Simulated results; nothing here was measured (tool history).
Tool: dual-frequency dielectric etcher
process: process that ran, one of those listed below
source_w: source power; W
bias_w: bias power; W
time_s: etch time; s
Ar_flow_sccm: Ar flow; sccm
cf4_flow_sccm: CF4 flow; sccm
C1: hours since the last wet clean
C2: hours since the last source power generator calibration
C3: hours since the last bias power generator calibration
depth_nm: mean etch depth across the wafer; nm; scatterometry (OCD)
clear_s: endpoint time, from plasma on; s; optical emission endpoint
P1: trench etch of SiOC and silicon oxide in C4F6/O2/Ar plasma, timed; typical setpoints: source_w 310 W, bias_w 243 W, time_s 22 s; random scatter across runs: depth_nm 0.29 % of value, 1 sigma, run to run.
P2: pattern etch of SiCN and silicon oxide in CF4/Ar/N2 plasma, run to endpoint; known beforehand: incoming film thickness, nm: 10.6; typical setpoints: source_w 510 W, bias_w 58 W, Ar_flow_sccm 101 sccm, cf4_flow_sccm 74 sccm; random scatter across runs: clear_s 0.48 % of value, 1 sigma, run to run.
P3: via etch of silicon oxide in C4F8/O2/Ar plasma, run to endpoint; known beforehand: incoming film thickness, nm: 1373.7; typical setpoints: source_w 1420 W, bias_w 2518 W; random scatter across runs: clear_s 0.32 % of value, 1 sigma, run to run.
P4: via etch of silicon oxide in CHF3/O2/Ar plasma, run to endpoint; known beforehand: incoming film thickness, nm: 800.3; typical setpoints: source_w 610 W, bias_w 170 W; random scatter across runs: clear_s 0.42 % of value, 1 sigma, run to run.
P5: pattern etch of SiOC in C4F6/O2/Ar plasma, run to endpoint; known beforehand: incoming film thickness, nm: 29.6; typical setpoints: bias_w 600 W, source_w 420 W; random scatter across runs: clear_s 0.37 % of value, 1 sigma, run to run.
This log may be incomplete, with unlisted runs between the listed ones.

run 1 hour=7.9 | process=P1 source_w=310 bias_w=243 time_s=22 | C1=249.9 C2=314.6 C3=1992.3 | depth_nm=43.447
run 2 hour=17.3 | process=P4 source_w=610 bias_w=170 | C1=259.3 C2=324 C3=2001.7 | clear_s=413.31
run 3 hour=28.8 | process=P5 source_w=520 bias_w=600 | C1=270.8 C2=335.5 C3=2013.2 | clear_s=8.5696
run 4 hour=40 | process=P2 source_w=510 bias_w=38 Ar_flow_sccm=101 cf4_flow_sccm=74 | C1=282 C2=346.7 C3=2024.4 | clear_s=13.046
run 5 hour=45.4 | process=P5 source_w=420 bias_w=356 | C1=287.4 C2=352.1 C3=2029.8 | clear_s=11.222
run 6 hour=54.7 | process=P1 source_w=200 bias_w=243 time_s=22 | C1=296.7 C2=361.4 C3=2039.1 | depth_nm=36.672
run 7 hour=65.3 | process=P1 source_w=310 bias_w=243 time_s=13 | C1=307.3 C2=372 C3=2049.7 | depth_nm=25.626
run 8 hour=72.9 | process=P2 source_w=510 bias_w=58 Ar_flow_sccm=101 cf4_flow_sccm=96 | C1=314.9 C2=379.6 C3=2057.3 | clear_s=11.069
run 9 hour=82.1 | process=P4 source_w=610 bias_w=103 | C1=324.1 C2=388.8 C3=2066.5 | clear_s=488.04
run 10 hour=87.7 | process=P1 source_w=310 bias_w=159 time_s=22 | C1=329.7 C2=394.4 C3=2072.1 | depth_nm=37.523
run 11 hour=97 | process=P1 source_w=310 bias_w=243 time_s=22 | C1=339 C2=403.7 C3=2081.4 | depth_nm=43.281
run 12 hour=109.1 | process=P2 source_w=510 bias_w=58 Ar_flow_sccm=101 cf4_flow_sccm=74 | C1=351.1 C2=415.8 C3=2093.5 | clear_s=11.546
run 13 hour=117.3 | process=P1 source_w=310 bias_w=243 time_s=22 | C1=359.3 C2=424 C3=2101.7 | depth_nm=43.142
run 14 hour=128.4 | process=P2 source_w=510 bias_w=58 Ar_flow_sccm=101 cf4_flow_sccm=74 | C1=370.4 C2=435.1 C3=2112.8 | clear_s=11.46
run 15 hour=135.3 | process=P1 source_w=310 bias_w=335 time_s=31 | C1=377.3 C2=442 C3=2119.7 | depth_nm=68.11
run 16 hour=143.4 | process=P4 source_w=460 bias_w=170 | C1=385.4 C2=450.1 C3=2127.8 | clear_s=462.99
run 17 hour=149.6 | process=P1 source_w=310 bias_w=294 time_s=28 | C1=391.6 C2=456.3 C3=2134 | depth_nm=58.733
run 18 hour=156.8 | process=P4 source_w=610 bias_w=170 | C1=398.8 C2=463.5 C3=2141.2 | clear_s=416.98
run 19 hour=162.6 | process=P1 source_w=310 bias_w=243 time_s=22 | C1=404.6 C2=469.3 C3=2147 | depth_nm=43.176
run 20 hour=173 | process=P1 source_w=410 bias_w=243 time_s=22 | C1=415 C2=479.7 C3=2157.4 | depth_nm=48.179
run 21 hour=179.3 | process=P5 source_w=420 bias_w=600 | C1=421.3 C2=486 C3=2163.7 | clear_s=9.3009
run 22 hour=187.6 | process=P3 source_w=1420 bias_w=2518 | C1=429.6 C2=494.3 C3=2172 | clear_s=291.55
run 23 hour=198.7 | process=P2 source_w=320 bias_w=58 Ar_flow_sccm=101 cf4_flow_sccm=74 | C1=440.7 C2=505.4 C3=2183.1 | clear_s=17.45
run 24 hour=210 | process=P2 source_w=510 bias_w=58 Ar_flow_sccm=134 cf4_flow_sccm=74 | C1=452 C2=516.7 C3=2194.4 | clear_s=12.151
run 25 hour=218.8 | process=P1 source_w=310 bias_w=243 time_s=28 | C1=460.8 C2=525.5 C3=2203.2 | depth_nm=55.254
-- hour=223.2 wet clean of the chamber
run 26 hour=229.3 | process=P1 source_w=310 bias_w=319 time_s=22 | C1=6.2 C2=536 C3=2213.7 | depth_nm=47.603
run 27 hour=240.6 | process=P3 source_w=1420 bias_w=3343 | C1=17.5 C2=547.3 C3=2225 | clear_s=266.92
run 28 hour=249.2 | process=P1 source_w=400 bias_w=243 time_s=16 | C1=26.1 C2=555.9 C3=2233.6 | depth_nm=34.76
run 29 hour=258 | process=P3 source_w=890 bias_w=2518 | C1=34.9 C2=564.7 C3=2242.4 | clear_s=350.52
run 30 hour=264.4 | process=P3 source_w=1420 bias_w=2518 | C1=41.3 C2=571.1 C3=2248.8 | clear_s=293.86
run 31 hour=272.3 | process=P1 source_w=310 bias_w=243 time_s=22 | C1=49.2 C2=579 C3=2256.7 | depth_nm=43.274
run 32 hour=283.9 | process=P1 source_w=310 bias_w=243 time_s=22 | C1=60.8 C2=590.6 C3=2268.3 | depth_nm=43.34
run 33 hour=293.9 | process=P1 source_w=310 bias_w=243 time_s=22 | C1=70.8 C2=600.6 C3=2278.3 | depth_nm=43.51
run 34 hour=305 | process=P1 source_w=310 bias_w=243 time_s=22 | C1=81.9 C2=611.7 C3=2289.4 | depth_nm=43.635
run 35 hour=313.5 | process=P1 source_w=310 bias_w=243 time_s=22 | C1=90.4 C2=620.2 C3=2297.9 | depth_nm=43.74
-- hour=314.8 wet clean of the chamber
run 36 hour=322.6 | process=P1 source_w=310 bias_w=243 time_s=22 | C1=7.9 C2=629.3 C3=2307 | depth_nm=43.575
run 37 hour=328.6 | process=P1 source_w=310 bias_w=243 time_s=22 | C1=13.9 C2=635.3 C3=2313 | depth_nm=43.835
run 38 hour=337.1 | process=P1 source_w=310 bias_w=243 time_s=22 | C1=22.4 C2=643.8 C3=2321.5 | depth_nm=43.889
run 39 hour=343.6 | process=P1 source_w=310 bias_w=243 time_s=22 | C1=28.9 C2=650.3 C3=2328 | depth_nm=43.721
run 40 hour=351.5 | process=P1 source_w=310 bias_w=243 time_s=22 | C1=36.8 C2=658.2 C3=2335.9 | depth_nm=43.746
run 41 hour=357 | process=P1 source_w=310 bias_w=243 time_s=22 | C1=42.3 C2=663.7 C3=2341.4 | depth_nm=43.766
run 42 hour=368.4 | process=P1 source_w=310 bias_w=243 time_s=22 | C1=53.7 C2=675.1 C3=2352.8 | depth_nm=43.652

Something has made what P1 gives creep away from where it was; the 2 causes below, each at its own stated size, fit the log equally well:
A: source power that arrives over what is set, % = 3.88
B: bias power that arrives over what is set, % = 4.31
The creep began at about hour 272.3.
What rules out each remaining cause:
chamber walls in a state that raises the etch rate, %: serviced at hour 314.8, which brought nothing back

Consider the 4 check runs below, whose results appear as question marks and each of which averages 3 wafers. Which one distinguishes the causes, in that each cause would give it a clearly different result?
run check 1 hour=379.8 | process=P5 source_w=510 bias_w=408 | clear_s=?
run check 2 hour=379.8 | process=P3 source_w=900 bias_w=3016 | clear_s=?
run check 3 hour=379.8 | process=P2 source_w=510 bias_w=44 Ar_flow_sccm=101 cf4_flow_sccm=85 | clear_s=?
run check 4 hour=379.8 | process=P4 source_w=610 bias_w=139 | clear_s=?

Outcome of each check run for each possible cause:
check=check_1 result=clear_s if_A=9.8046 if_B=9.7959
check=check_2 result=clear_s if_A=325.35 if_B=325.59
check=check_3 result=clear_s if_A=11.8 if_B=12.063
check=check_4 result=clear_s if_A=437.95 if_B=438.54
Separation of the two closest causes in each check, using whichever result separates them best: check 1 0.09 %; check 2 0.07 %; check 3 2.21 %; check 4 0.13 %
Of the check runs offered, only check 3 discriminates between the causes; the rest would read about the same regardless of which cause applies.

Running check 3 produced the following: clear_s 12.08 s. Which one of the listed causes fits?

The cause is B: bias power that arrives over what is set, %.

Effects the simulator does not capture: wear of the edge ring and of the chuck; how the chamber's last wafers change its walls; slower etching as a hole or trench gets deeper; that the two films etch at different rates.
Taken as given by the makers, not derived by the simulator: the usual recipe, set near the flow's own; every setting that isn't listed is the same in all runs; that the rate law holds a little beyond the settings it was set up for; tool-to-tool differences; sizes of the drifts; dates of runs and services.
